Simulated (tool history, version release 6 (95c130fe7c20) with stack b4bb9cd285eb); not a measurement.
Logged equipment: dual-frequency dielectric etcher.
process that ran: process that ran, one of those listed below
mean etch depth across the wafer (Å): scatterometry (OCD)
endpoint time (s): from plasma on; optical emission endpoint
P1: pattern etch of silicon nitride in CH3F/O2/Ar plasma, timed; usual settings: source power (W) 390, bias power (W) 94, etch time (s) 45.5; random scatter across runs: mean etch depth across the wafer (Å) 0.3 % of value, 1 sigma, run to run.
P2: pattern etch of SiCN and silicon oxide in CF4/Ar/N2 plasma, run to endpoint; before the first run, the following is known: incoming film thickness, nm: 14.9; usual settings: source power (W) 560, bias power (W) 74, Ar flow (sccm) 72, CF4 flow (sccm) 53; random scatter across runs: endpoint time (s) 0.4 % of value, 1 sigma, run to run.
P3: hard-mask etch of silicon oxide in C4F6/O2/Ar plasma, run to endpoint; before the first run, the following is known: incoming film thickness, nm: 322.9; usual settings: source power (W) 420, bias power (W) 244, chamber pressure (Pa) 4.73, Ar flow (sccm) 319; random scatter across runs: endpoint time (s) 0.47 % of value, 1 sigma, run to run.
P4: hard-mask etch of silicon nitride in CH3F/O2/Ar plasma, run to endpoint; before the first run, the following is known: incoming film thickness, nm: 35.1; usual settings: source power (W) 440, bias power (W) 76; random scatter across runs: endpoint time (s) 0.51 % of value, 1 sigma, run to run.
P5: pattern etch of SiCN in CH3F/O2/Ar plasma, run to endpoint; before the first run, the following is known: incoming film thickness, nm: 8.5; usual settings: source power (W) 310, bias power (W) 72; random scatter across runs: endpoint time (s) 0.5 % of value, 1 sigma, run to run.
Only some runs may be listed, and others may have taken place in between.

run	hour	process that ran	source power (W)	bias power (W)	etch time (s)	Ar flow (sccm)	CF4 flow (sccm)	chamber pressure (Pa)	hours since the last wet clean	hours since the last source power generator calibration	hours since the last bias power generator calibration	mean etch depth across the wafer (Å)	endpoint time (s)
1	8.1	P1	390	94	45.5				320.7	2159.2	2050.7	347.35	
2	16.1	P2	560	74		94	53		328.7	2167.2	2058.7		14.451
3	22.1	P3	420	244		319		4.73	334.7	2173.2	2064.7		94.160
4	28.2	P1	390	94	45.5				340.8	2179.3	2070.8	347.82	
5	34.6	P2	560	74		72	53		347.2	2185.7	2077.2		13.861
6	38.8	P4	440	95					351.4	2189.9	2081.4		43.346
7	43.6	P1	390	114	45.5				356.2	2194.7	2086.2	371.36	
8	52.1	P1	260	94	45.5				364.7	2203.2	2094.7	299.28	
# hour 57.5: source power generator calibrated
9	59.4	P1	390	94	45.5				372.0	1.9	2102.0	344.54	
10	68.8	P1	390	94	45.5				381.4	11.3	2111.4	347.83	
11	77.1	P3	300	244		319		4.73	389.7	19.6	2119.7		107.150
12	81.7	P5	310	54					394.3	24.2	2124.3		26.844
13	88.6	P3	420	183		319		4.73	401.2	31.1	2131.2		103.380
14	95.1	P3	420	244		405		4.73	407.7	37.6	2137.7		96.453
15	100.4	P3	420	244		319		6.33	413.0	42.9	2143.0		98.535
16	107.2	P1	390	94	45.5				419.8	49.7	2149.8	347.76	
17	115.9	P4	440	76					428.5	58.4	2158.5		46.797
18	122.3	P1	390	94	33.0				434.9	64.8	2164.9	253.58	
19	130.4	P5	250	72					443.0	72.9	2173.0		26.173
20	138.1	P1	390	94	65.5				450.7	80.6	2180.7	500.86	
21	143.3	P2	560	74		72	64		455.9	85.8	2185.9		13.463
22	152.8	P1	520	94	45.5				465.4	95.3	2195.4	386.80	
23	161.6	P1	290	124	45.5				474.2	104.1	2204.2	345.91	
24	170.6	P4	340	76					483.2	113.1	2213.2		51.873
25	177.5	P3	420	244		319		4.73	490.1	120.0	2220.1		93.886
# hour 182.8: wet clean of the chamber
26	186.1	P1	390	94	45.5				3.3	128.6	2228.7	347.38	
27	191.1	P5	310	72					8.3	133.6	2233.7		24.306
28	197.9	P2	560	55		72	53		15.1	140.4	2240.5		15.087
29	203.9	P2	730	74		72	53		21.1	146.4	2246.5		10.979
30	212.9	P2	560	74		72	53		30.1	155.4	2255.5		13.847
31	217.1	P1	390	61	45.5				34.3	159.6	2259.7	297.67	
32	221.5	P1	390	94	45.5				38.7	164.0	2264.1	347.25	
33	229.0	P1	390	94	45.5				46.2	171.5	2271.6	346.68	
34	237.7	P1	390	94	45.5				54.9	180.2	2280.3	344.11	
35	246.9	P1	390	94	45.5				64.1	189.4	2289.5	342.01	
36	256.2	P1	390	94	45.5				73.4	198.7	2298.8	342.22	
37	261.1	P1	390	94	45.5				78.3	203.6	2303.7	341.60	
# hour 263.8: wet clean of the chamber
38	269.2	P1	390	94	45.5				5.5	211.7	2311.8	341.76	
39	277.6	P1	390	94	45.5				13.9	220.1	2320.2	340.12	
40	285.9	P1	390	94	45.5				22.2	228.4	2328.5	342.11	
41	295.2	P1	390	94	45.5				31.5	237.7	2337.8	340.01	
42	301.9	P1	390	94	45.5				38.2	244.4	2344.5	341.02	
43	311.0	P1	390	94	45.5				47.3	253.5	2353.6	343.20	

Something has made what P1 gives creep away from where it was; the 2 causes below, each at its own stated size, fit the log equally well:
A: source power that arrives under what is set, % = 4.45
B: bias power that arrives under what is set, % = 4.59
The gradual shift began around hour 221.5.
The rest of the possible causes, and what rules out each one:
chamber walls in a state that lowers the etch rate, %: its service at hour 263.8 followed the start of the drift and did not put the process back to its old value

You are offered 4 check runs, listed below with question marks in place of their results; each one averages 2 wafers. Which run separates the listed causes by giving clearly different results for each?
check 1	320.1	P2	560	74		72	53						?
check 2	320.1	P3	420	244		319		4.73					?
check 3	320.1	P5	310	72									?
check 4	320.1	P4	440	76									?

What each check would give under each cause:
check	result	if A	if B
check 1	endpoint time (s)	14.397	14.045
check 2	endpoint time (s)	95.914	95.745
check 3	endpoint time (s)	24.714	24.709
check 4	endpoint time (s)	47.794	47.739
Separation of the two closest causes in each check, using whichever result separates them best: check 1 2.48 %; check 2 0.18 %; check 3 0.02 %; check 4 0.11 %
Only check 1 tells the causes apart: in the others they would give nearly the same result.

Check 1 was then run and gave: endpoint time (s) 14.451. Which cause is it?

It is A: source power that arrives under what is set, %.

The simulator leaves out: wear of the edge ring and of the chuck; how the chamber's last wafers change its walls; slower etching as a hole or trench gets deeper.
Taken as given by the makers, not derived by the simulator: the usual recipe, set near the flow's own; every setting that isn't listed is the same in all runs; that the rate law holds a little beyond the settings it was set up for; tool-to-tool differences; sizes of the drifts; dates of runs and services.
